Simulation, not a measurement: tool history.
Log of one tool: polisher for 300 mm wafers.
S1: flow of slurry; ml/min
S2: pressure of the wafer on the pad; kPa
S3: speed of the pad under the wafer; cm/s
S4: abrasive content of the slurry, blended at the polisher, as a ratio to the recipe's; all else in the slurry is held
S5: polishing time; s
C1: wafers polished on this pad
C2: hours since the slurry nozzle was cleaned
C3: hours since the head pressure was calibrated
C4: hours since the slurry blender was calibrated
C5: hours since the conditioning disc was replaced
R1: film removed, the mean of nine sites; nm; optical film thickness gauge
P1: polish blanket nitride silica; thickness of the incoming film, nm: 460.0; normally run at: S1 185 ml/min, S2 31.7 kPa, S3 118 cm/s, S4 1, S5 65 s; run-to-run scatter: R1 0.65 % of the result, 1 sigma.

| run | hour | S1 | S2 | S3 | S4 | S5 | C1 | C2 | C3 | C4 | C5 | R1 |
|---|---|---|---|---|---|---|---|---|---|---|---|---|
| 1 | 13.1 | 185 | 31.7 | 118 | 1 | 65 | 769 | 59.7 | 721.7 | 48 | 216.7 | 58.056 |
| 2 | 20.3 | 185 | 31.7 | 118 | 1 | 97 | 826 | 66.9 | 728.9 | 55.2 | 223.9 | 85.735 |
| 3 | 30.1 | 185 | 31.7 | 66 | 1 | 84 | 903 | 76.7 | 738.7 | 65 | 233.7 | 47.218 |
|  | 42.1 | conditioning disc replaced and pad reconditioned |
| 4 | 44 | 280 | 31.7 | 118 | 1 | 65 | 1013 | 90.6 | 752.6 | 78.9 | 1.9 | 60.26 |
| 5 | 56.9 | 185 | 31.7 | 118 | 1 | 36 | 1115 | 103.5 | 765.5 | 91.8 | 14.8 | 32.112 |
| 6 | 64.2 | 185 | 31.7 | 54 | 1 | 65 | 1173 | 110.8 | 772.8 | 99.1 | 22.1 | 30.65 |
| 7 | 79.5 | 110 | 31.7 | 118 | 1 | 65 | 1294 | 126.1 | 788.1 | 114.4 | 37.4 | 52.435 |
| 8 | 93.7 | 185 | 47.6 | 118 | 1 | 65 | 1406 | 140.3 | 802.3 | 128.6 | 51.6 | 87.015 |
| 9 | 107.1 | 185 | 31.7 | 118 | 1 | 65 | 1512 | 153.7 | 815.7 | 142 | 65 | 58.123 |
| 10 | 121.3 | 185 | 31.7 | 118 | 0.65 | 65 | 1624 | 167.9 | 829.9 | 156.2 | 79.2 | 46.097 |
| 11 | 134.1 | 185 | 31.7 | 118 | 1 | 65 | 1726 | 180.7 | 842.7 | 169 | 92 | 57.807 |
| 12 | 146.3 | 185 | 15.9 | 118 | 1 | 65 | 1822 | 192.9 | 854.9 | 181.2 | 104.2 | 28.717 |
| 13 | 161.2 | 185 | 31.7 | 118 | 1 | 65 | 1940 | 207.8 | 869.8 | 196.1 | 119.1 | 58.063 |
| 14 | 175.7 | 185 | 31.7 | 118 | 1 | 65 | 2055 | 222.3 | 884.3 | 210.6 | 133.6 | 57.992 |
| 15 | 186.6 | 185 | 31.7 | 118 | 1.2 | 65 | 2141 | 233.2 | 895.2 | 221.5 | 144.5 | 62.454 |

Run 16 comes next. What will it give?
| 16 | 200.6 | 185 | 31.7 | 170 | 1 | 65 | 2252 | 247.2 | 909.2 | 235.5 | 158.5 | ? |

{"run 16": {"R1": 78.23}}
